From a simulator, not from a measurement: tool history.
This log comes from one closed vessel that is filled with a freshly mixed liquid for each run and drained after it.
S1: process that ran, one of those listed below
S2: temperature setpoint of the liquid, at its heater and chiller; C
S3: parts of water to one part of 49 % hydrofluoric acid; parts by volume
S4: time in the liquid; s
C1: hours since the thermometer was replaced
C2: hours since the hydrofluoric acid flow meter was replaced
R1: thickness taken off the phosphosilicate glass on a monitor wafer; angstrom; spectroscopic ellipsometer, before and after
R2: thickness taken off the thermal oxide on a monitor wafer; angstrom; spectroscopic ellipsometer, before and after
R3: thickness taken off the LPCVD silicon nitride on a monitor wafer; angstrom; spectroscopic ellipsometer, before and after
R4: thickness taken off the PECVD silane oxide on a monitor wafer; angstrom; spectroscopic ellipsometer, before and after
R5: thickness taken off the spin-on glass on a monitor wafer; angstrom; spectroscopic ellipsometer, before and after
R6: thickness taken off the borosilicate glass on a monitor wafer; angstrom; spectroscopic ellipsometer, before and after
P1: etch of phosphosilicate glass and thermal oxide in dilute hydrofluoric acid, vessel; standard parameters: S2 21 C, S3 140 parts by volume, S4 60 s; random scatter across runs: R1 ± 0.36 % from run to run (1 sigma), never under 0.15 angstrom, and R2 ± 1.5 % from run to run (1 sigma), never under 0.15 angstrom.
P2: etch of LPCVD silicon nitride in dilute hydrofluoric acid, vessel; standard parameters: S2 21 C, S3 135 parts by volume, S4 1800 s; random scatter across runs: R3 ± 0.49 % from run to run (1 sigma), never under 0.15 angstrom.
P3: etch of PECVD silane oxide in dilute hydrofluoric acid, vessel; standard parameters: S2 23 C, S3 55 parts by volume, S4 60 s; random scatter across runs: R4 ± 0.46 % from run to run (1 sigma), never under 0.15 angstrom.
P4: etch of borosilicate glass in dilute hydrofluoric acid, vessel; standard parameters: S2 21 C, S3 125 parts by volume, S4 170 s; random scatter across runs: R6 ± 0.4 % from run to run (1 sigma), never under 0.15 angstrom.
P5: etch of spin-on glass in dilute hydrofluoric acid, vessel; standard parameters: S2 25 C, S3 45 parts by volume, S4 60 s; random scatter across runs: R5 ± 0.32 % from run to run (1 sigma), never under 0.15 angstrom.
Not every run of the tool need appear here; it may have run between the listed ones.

run,hour,S1,S2,S3,S4,C1,C2,R1,R2,R3,R4,R5,R6
1,8.7,P1,21,140,60,731.0,1351.4,218.77,17.7750,,,,
2,17.7,P1,21,140,60,740.0,1360.4,220.31,17.5390,,,,
3,24.7,P2,21,135,2880,747.0,1367.4,,,90.652,,,
4,34.0,P1,21,240,110,756.3,1376.7,211.42,17.6600,,,,
5,43.2,P3,23,55,60,765.5,1385.9,,,,559.17,,
6,48.7,P5,20,45,60,771.0,1391.4,,,,,265.96,
7,54.3,P4,21,125,170,776.6,1397.0,,,,,,421.070
8,63.9,P1,21,140,30,786.2,1406.6,109.96,9.0149,,,,
9,70.0,P1,21,140,60,792.3,1412.7,219.28,18.2560,,,,
10,74.5,P3,23,20,60,796.8,1417.2,,,,1621.30,,
11,83.0,P4,21,215,170,805.3,1425.7,,,,,,222.000
12,91.5,P5,25,45,85,813.8,1434.2,,,,,467.44,
13,96.3,P1,21,140,60,818.6,1439.0,220.34,17.9920,,,,
14,101.0,P1,21,250,60,823.3,1443.7,109.98,8.9569,,,,
15,109.7,P5,25,65,60,832.0,1452.4,,,,,221.66,
16,117.9,P1,21,85,60,840.2,1460.6,384.36,30.6000,,,,
17,123.0,P2,21,135,1800,845.3,1465.7,,,56.503,,,
18,130.2,P1,21,140,115,852.5,1472.9,418.76,33.3140,,,,
19,137.0,P1,27,140,60,859.3,1479.7,276.89,22.0350,,,,
20,141.3,P2,21,200,1800,863.6,1484.0,,,38.010,,,
21,148.0,P1,17,140,60,870.3,1490.7,185.78,15.2760,,,,
22,156.6,P1,28,245,60,878.9,1499.3,144.14,11.1800,,,,
23,160.9,P2,17,135,1800,883.2,1503.6,,,43.087,,,
24,169.9,P4,21,125,30,892.2,1512.6,,,,,,74.884
25,175.2,P5,25,45,60,897.5,1517.9,,,,,329.70,
26,180.5,P2,21,135,1800,902.8,1523.2,,,57.177,,,
27,188.4,P4,17,125,170,910.7,1531.1,,,,,,359.340
28,196.3,P3,23,55,30,918.6,1539.0,,,,277.36,,
29,203.4,P3,30,55,60,925.7,1546.1,,,,741.32,,
30,212.9,P1,21,140,60,935.2,1555.6,219.09,17.5760,,,,
31,220.5,P1,21,140,60,942.8,1563.2,214.10,16.6510,,,,
32,227.2,P1,21,140,60,949.5,1569.9,209.60,17.2790,,,,
33,234.4,P1,21,140,60,956.7,1577.1,208.27,16.8880,,,,
34,244.0,P1,21,140,60,966.3,1586.7,205.45,17.2010,,,,
35,248.4,P1,21,140,60,970.7,1591.1,204.71,16.4750,,,,
36,256.9,P1,21,140,60,979.2,1599.6,203.99,16.6450,,,,
37,266.1,P1,21,140,60,988.4,1608.8,203.16,15.7850,,,,
38,272.3,P1,21,140,60,994.6,1615.0,202.76,16.3930,,,,
39,281.8,P1,21,140,60,1004.1,1624.5,201.36,16.2700,,,,
40,286.2,P1,21,140,60,1008.5,1628.9,202.38,15.8670,,,,
41,295.9,P1,21,140,60,1018.2,1638.6,203.50,16.2330,,,,

What P1 gives has crept away from where it was. These 2 causes fit the log equally well, each at the size given:
A: hydrofluoric acid flow below the setpoint (%) = 6.99
B: liquid colder than its thermometer reads (K) = 2.1
The process output started creeping at around hour 212.9.

Below are 4 check runs, each on a single wafer, with their results shown as question marks. Which of them would tell the listed causes apart, meaning the causes would give clearly different results under it?
check 1,305.6,P5,25.0,55,60,,,,,,,?,
check 2,305.6,P3,29.5,55,60,,,,,,?,,
check 3,305.6,P2,17.0,135,1800,,,,,?,,,
check 4,305.6,P4,21.0,165,30,,,,,,,,?

What every check run would give for each of its results, assuming each possible cause in turn:
check,result,if A,if B
check 1,R5,246.25,244.25
check 2,R4,672.77,669.78
check 3,R3,40.376,37.418
check 4,R6,49.645,49.768
Per check, the gap between the least separated pair of causes, taken in the result that splits them most: check 1 0.82 %; check 2 0.44 %; check 3 7.61 %; check 4 0.25 %
Check 3 is the one run that separates the causes; every other check would come out nearly the same whichever cause is at work.

Check 3 was then run and gave: R3 37.327 angstrom. Which cause is it?

Of the candidate causes, it is B: liquid colder than its thermometer reads (K).
